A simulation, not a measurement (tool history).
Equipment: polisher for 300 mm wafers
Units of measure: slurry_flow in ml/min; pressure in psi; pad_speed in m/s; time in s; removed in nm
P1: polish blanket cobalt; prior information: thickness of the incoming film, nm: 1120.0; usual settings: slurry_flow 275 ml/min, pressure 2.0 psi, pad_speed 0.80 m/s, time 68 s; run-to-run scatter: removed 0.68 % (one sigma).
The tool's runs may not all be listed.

Run 1, hour 10.1: slurry_flow 275 ml/min, pressure 2.0 psi, pad_speed 0.80 m/s, time 68 s. Result: removed 289.29 nm.
Run 2, hour 22.4: slurry_flow 275 ml/min, pressure 2.0 psi, pad_speed 0.80 m/s, time 108 s. Result: removed 456.58 nm.
Run 3, hour 35.4: slurry_flow 165 ml/min, pressure 2.0 psi, pad_speed 0.80 m/s, time 68 s. Result: removed 269.49 nm.
Run 4, hour 45.6: slurry_flow 275 ml/min, pressure 2.0 psi, pad_speed 0.38 m/s, time 68 s. Result: removed 136.07 nm.
Run 5, hour 57.0: slurry_flow 275 ml/min, pressure 2.0 psi, pad_speed 0.80 m/s, time 68 s. Result: removed 287.08 nm.
Run 6, hour 64.8: slurry_flow 275 ml/min, pressure 2.0 psi, pad_speed 1.24 m/s, time 47 s. Result: removed 310.78 nm.
At hour 65.5: worn pad replaced by a new one.
Run 7, hour 78.3: slurry_flow 275 ml/min, pressure 3.2 psi, pad_speed 0.80 m/s, time 68 s. Result: removed 459.38 nm.
Run 8, hour 87.1: slurry_flow 275 ml/min, pressure 2.0 psi, pad_speed 1.12 m/s, time 68 s. Result: removed 408.76 nm.
Run 9, hour 100.5: slurry_flow 275 ml/min, pressure 2.0 psi, pad_speed 0.80 m/s, time 68 s. Result: removed 288.21 nm.
At hour 107.4: head pressure recalibrated.
Run 10, hour 111.5: slurry_flow 275 ml/min, pressure 2.0 psi, pad_speed 0.80 m/s, time 68 s. Result: removed 287.18 nm.
Run 11, hour 124.8: slurry_flow 275 ml/min, pressure 1.2 psi, pad_speed 0.80 m/s, time 68 s. Result: removed 171.72 nm.
Run 12, hour 135.8: slurry_flow 360 ml/min, pressure 2.0 psi, pad_speed 0.80 m/s, time 68 s. Result: removed 293.61 nm.
Run 13, hour 142.6: slurry_flow 205 ml/min, pressure 2.0 psi, pad_speed 0.80 m/s, time 35 s. Result: removed 143.40 nm.
Run 14, hour 153.9: slurry_flow 275 ml/min, pressure 2.0 psi, pad_speed 0.80 m/s, time 40 s. Result: removed 170.52 nm.
Run 15, hour 161.0: slurry_flow 275 ml/min, pressure 2.0 psi, pad_speed 0.80 m/s, time 68 s. Result: removed 292.07 nm.
Run 16, hour 174.3: slurry_flow 275 ml/min, pressure 3.0 psi, pad_speed 0.80 m/s, time 42 s. Result: removed 267.89 nm.
Run 17, hour 183.9: slurry_flow 275 ml/min, pressure 2.0 psi, pad_speed 0.80 m/s, time 68 s. Result: removed 291.71 nm.
Run 18, hour 190.3: slurry_flow 275 ml/min, pressure 2.0 psi, pad_speed 0.80 m/s, time 68 s. Result: removed 287.37 nm.
Run 19, hour 196.3: slurry_flow 275 ml/min, pressure 2.0 psi, pad_speed 0.80 m/s, time 68 s. Result: removed 283.99 nm.
Run 20, hour 205.5: slurry_flow 275 ml/min, pressure 2.0 psi, pad_speed 0.80 m/s, time 68 s. Result: removed 275.81 nm.
Run 21, hour 219.2: slurry_flow 275 ml/min, pressure 2.0 psi, pad_speed 0.80 m/s, time 68 s. Result: removed 274.85 nm.
At hour 221.1: worn pad replaced by a new one.
Run 22, hour 225.7: slurry_flow 275 ml/min, pressure 2.0 psi, pad_speed 0.80 m/s, time 68 s. Result: removed 274.56 nm.
Run 23, hour 232.4: slurry_flow 275 ml/min, pressure 2.0 psi, pad_speed 0.80 m/s, time 68 s. Result: removed 271.45 nm.
Run 24, hour 240.8: slurry_flow 275 ml/min, pressure 2.0 psi, pad_speed 0.80 m/s, time 68 s. Result: removed 271.67 nm.

What P1 gives has crept away from where it was. These 2 causes fit the log equally well, each at the size given:
A: head's pressure below its setpoint, % = 5.9
B: slurry flow missing at the pad, % = 38.6
The onset of the drift is placed at about hour 190.3.
All other causes, with the reason each is excluded:
removal rate lost through wear of the pad, %: its service at hour 221.1 followed the start of the drift and did not put the process back to its old value

Below are 4 check runs, each averaged over 2 wafers, with their results shown as question marks. Which of them would give clearly different results depending on which cause is behind the drift?
Run check 1, hour 249.2: slurry_flow 275 ml/min, pressure 2.0 psi, pad_speed 1.10 m/s, time 104 s. Result: removed ?.
Run check 2, hour 249.2: slurry_flow 275 ml/min, pressure 3.1 psi, pad_speed 0.80 m/s, time 68 s. Result: removed ?.
Run check 3, hour 249.2: slurry_flow 170 ml/min, pressure 2.0 psi, pad_speed 0.80 m/s, time 68 s. Result: removed ?.
Run check 4, hour 249.2: slurry_flow 275 ml/min, pressure 2.0 psi, pad_speed 1.00 m/s, time 100 s. Result: removed ?.

Check results expected under each cause:
  check   result    if A    if B
check 1  removed  571.65  571.62
check 2  removed  421.34  421.32
check 3  removed  256.05  247.42
check 4  removed  499.69  499.66
How far apart the two closest causes lie, in the result that separates them most: check 1 0.01 %; check 2 0.01 %; check 3 3.43 %; check 4 0.01 %
The causes can be told apart only by check 3. The other checks would give nearly the same results under each of them.

With check 3 done, the readings were: removed 247.13 nm. Identify which of the listed causes applies.

It was cause B: slurry flow missing at the pad, %.
